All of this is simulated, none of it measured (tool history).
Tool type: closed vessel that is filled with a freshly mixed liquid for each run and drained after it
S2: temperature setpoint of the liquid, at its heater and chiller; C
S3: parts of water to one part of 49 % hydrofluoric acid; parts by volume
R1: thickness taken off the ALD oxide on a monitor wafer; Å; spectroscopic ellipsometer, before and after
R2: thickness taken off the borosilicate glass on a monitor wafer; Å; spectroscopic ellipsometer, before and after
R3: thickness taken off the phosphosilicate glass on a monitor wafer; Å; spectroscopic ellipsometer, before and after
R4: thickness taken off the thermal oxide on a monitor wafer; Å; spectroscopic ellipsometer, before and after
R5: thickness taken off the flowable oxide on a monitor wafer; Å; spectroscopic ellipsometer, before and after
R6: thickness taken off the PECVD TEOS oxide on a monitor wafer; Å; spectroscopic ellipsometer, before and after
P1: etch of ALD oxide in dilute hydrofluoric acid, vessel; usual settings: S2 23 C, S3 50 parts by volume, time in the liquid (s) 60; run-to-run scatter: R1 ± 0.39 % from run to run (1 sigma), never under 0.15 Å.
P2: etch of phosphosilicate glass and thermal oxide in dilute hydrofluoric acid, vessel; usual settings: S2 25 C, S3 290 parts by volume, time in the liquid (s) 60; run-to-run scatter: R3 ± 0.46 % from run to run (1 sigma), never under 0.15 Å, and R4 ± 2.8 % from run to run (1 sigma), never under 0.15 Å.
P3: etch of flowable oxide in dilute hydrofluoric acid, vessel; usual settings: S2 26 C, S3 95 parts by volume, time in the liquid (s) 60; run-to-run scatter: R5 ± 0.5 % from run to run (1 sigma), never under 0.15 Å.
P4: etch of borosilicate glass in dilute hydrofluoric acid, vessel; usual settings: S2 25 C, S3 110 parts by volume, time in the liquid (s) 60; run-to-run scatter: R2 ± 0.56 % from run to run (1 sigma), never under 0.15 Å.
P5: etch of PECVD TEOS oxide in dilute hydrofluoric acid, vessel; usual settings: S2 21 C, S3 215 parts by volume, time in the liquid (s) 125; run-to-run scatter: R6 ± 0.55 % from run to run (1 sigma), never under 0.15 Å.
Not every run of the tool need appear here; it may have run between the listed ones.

run 1 hour=5.1 | process_that_ran=P1 S2=23 S3=50 time_in_the_liquid_(s)=60 | R1=201.69
run 2 hour=12.4 | process_that_ran=P1 S2=28 S3=50 time_in_the_liquid_(s)=60 | R1=250.2
run 3 hour=19.4 | process_that_ran=P4 S2=21 S3=110 time_in_the_liquid_(s)=60 | R2=144.26
run 4 hour=24.5 | process_that_ran=P1 S2=23 S3=50 time_in_the_liquid_(s)=60 | R1=205.74
run 5 hour=32.7 | process_that_ran=P2 S2=25 S3=440 time_in_the_liquid_(s)=60 | R3=200.05 R4=4.5213
run 6 hour=37.4 | process_that_ran=P3 S2=26 S3=40 time_in_the_liquid_(s)=60 | R5=406.11
run 7 hour=42.4 | process_that_ran=P2 S2=30 S3=290 time_in_the_liquid_(s)=60 | R3=408.58 R4=9.9958
run 8 hour=46.7 | process_that_ran=P1 S2=23 S3=50 time_in_the_liquid_(s)=30 | R1=101.34
run 9 hour=50.4 | process_that_ran=P1 S2=23 S3=50 time_in_the_liquid_(s)=60 | R1=202.97
run 10 hour=57.9 | process_that_ran=P5 S2=21 S3=40 time_in_the_liquid_(s)=125 | R6=827.22
run 11 hour=62 | process_that_ran=P2 S2=25 S3=290 time_in_the_liquid_(s)=60 | R3=348.37 R4=7.7853
run 12 hour=66 | process_that_ran=P3 S2=30 S3=95 time_in_the_liquid_(s)=60 | R5=183.83
run 13 hour=69.5 | process_that_ran=P1 S2=23 S3=50 time_in_the_liquid_(s)=60 | R1=202.71
run 14 hour=75.3 | process_that_ran=P2 S2=25 S3=290 time_in_the_liquid_(s)=60 | R3=350.54 R4=7.9931
run 15 hour=81.5 | process_that_ran=P4 S2=25 S3=110 time_in_the_liquid_(s)=115 | R2=326.25
run 16 hour=86.6 | process_that_ran=P4 S2=25 S3=110 time_in_the_liquid_(s)=60 | R2=171.01
run 17 hour=91.5 | process_that_ran=P3 S2=26 S3=95 time_in_the_liquid_(s)=60 | R5=157.98
run 18 hour=97.1 | process_that_ran=P4 S2=25 S3=165 time_in_the_liquid_(s)=60 | R2=106.79
run 19 hour=102 | process_that_ran=P1 S2=23 S3=90 time_in_the_liquid_(s)=60 | R1=107.8
run 20 hour=108.5 | process_that_ran=P4 S2=25 S3=110 time_in_the_liquid_(s)=60 | R2=170.98
run 21 hour=114.7 | process_that_ran=P1 S2=23 S3=25 time_in_the_liquid_(s)=30 | R1=209.64
run 22 hour=122 | process_that_ran=P1 S2=23 S3=30 time_in_the_liquid_(s)=60 | R1=348.91
run 23 hour=126.3 | process_that_ran=P5 S2=17 S3=215 time_in_the_liquid_(s)=125 | R6=107.34
run 24 hour=129.8 | process_that_ran=P1 S2=23 S3=50 time_in_the_liquid_(s)=60 | R1=202.66
run 25 hour=133.6 | process_that_ran=P1 S2=23 S3=50 time_in_the_liquid_(s)=60 | R1=202.48
run 26 hour=139.5 | process_that_ran=P1 S2=17 S3=50 time_in_the_liquid_(s)=60 | R1=156.83
run 27 hour=145.8 | process_that_ran=P1 S2=17 S3=50 time_in_the_liquid_(s)=30 | R1=79.14
run 28 hour=153.2 | process_that_ran=P5 S2=21 S3=215 time_in_the_liquid_(s)=195 | R6=195.53
run 29 hour=159.7 | process_that_ran=P1 S2=23 S3=50 time_in_the_liquid_(s)=95 | R1=323.05
run 30 hour=164.5 | process_that_ran=P2 S2=25 S3=290 time_in_the_liquid_(s)=90 | R3=522.66 R4=11.884
run 31 hour=170.1 | process_that_ran=P5 S2=21 S3=215 time_in_the_liquid_(s)=125 | R6=126.4
run 32 hour=175.1 | process_that_ran=P3 S2=26 S3=95 time_in_the_liquid_(s)=30 | R5=79.008
run 33 hour=179.4 | process_that_ran=P3 S2=26 S3=95 time_in_the_liquid_(s)=60 | R5=157.8
run 34 hour=186.1 | process_that_ran=P1 S2=23 S3=50 time_in_the_liquid_(s)=60 | R1=203.07
run 35 hour=189.7 | process_that_ran=P1 S2=23 S3=50 time_in_the_liquid_(s)=60 | R1=198.92
run 36 hour=195.4 | process_that_ran=P1 S2=23 S3=50 time_in_the_liquid_(s)=60 | R1=196.44
run 37 hour=200.1 | process_that_ran=P1 S2=23 S3=50 time_in_the_liquid_(s)=60 | R1=194.35
run 38 hour=204.9 | process_that_ran=P1 S2=23 S3=50 time_in_the_liquid_(s)=60 | R1=193.3
run 39 hour=212.3 | process_that_ran=P1 S2=23 S3=50 time_in_the_liquid_(s)=60 | R1=192.36
run 40 hour=218.8 | process_that_ran=P1 S2=23 S3=50 time_in_the_liquid_(s)=60 | R1=190.61
run 41 hour=224.5 | process_that_ran=P1 S2=23 S3=50 time_in_the_liquid_(s)=60 | R1=189.27
run 42 hour=230.9 | process_that_ran=P1 S2=23 S3=50 time_in_the_liquid_(s)=60 | R1=188.21
run 43 hour=235.3 | process_that_ran=P1 S2=23 S3=50 time_in_the_liquid_(s)=60 | R1=188.12
run 44 hour=239.3 | process_that_ran=P1 S2=23 S3=50 time_in_the_liquid_(s)=60 | R1=190.37

Something has made what P1 gives creep away from where it was; the 2 causes below, each at its own stated size, fit the log equally well:
A: hydrofluoric acid flow below the setpoint (%) = 6.55
B: liquid colder than its thermometer reads (K) = 1.73
Creep in the process output first set in at about hour 186.1.

Each of the check runs listed below is run on 2 wafers and reports their average, with the results left as question marks. Pick the one under which the possible causes would lead to clearly different results.
run check 1 hour=243.3 | process_that_ran=P5 S2=21 S3=90 time_in_the_liquid_(s)=125 | R6=?
run check 2 hour=243.3 | process_that_ran=P3 S2=26 S3=55 time_in_the_liquid_(s)=60 | R5=?
run check 3 hour=243.3 | process_that_ran=P2 S2=28 S3=290 time_in_the_liquid_(s)=60 | R3=? R4=?
run check 4 hour=243.3 | process_that_ran=P4 S2=25 S3=110 time_in_the_liquid_(s)=110 | R2=?

If the cause were each of the candidates in turn, the checks would give the following:
check=check_1 result=R6 if_A=320.16 if_B=321.32
check=check_2 result=R5 if_A=268.11 if_B=268.88
check=check_3 result=R3 if_A=352.31 if_B=363.44
check=check_3 result=R4 if_A=8.0665 if_B=8.3213
check=check_4 result=R2 if_A=287.77 if_B=290.46
How far apart the two closest causes lie, in the result that separates them most: check 1 0.36 %; check 2 0.29 %; check 3 3.11 %; check 4 0.93 %
Only in check 3 would the causes give clearly different results; in the remaining checks their results would be nearly the same.

Check 3 has now been run. It gave: R3 350.4 Å; R4 7.7146 Å. Which of the candidate causes is it?

The correct cause is A, namely: hydrofluoric acid flow below the setpoint (%).
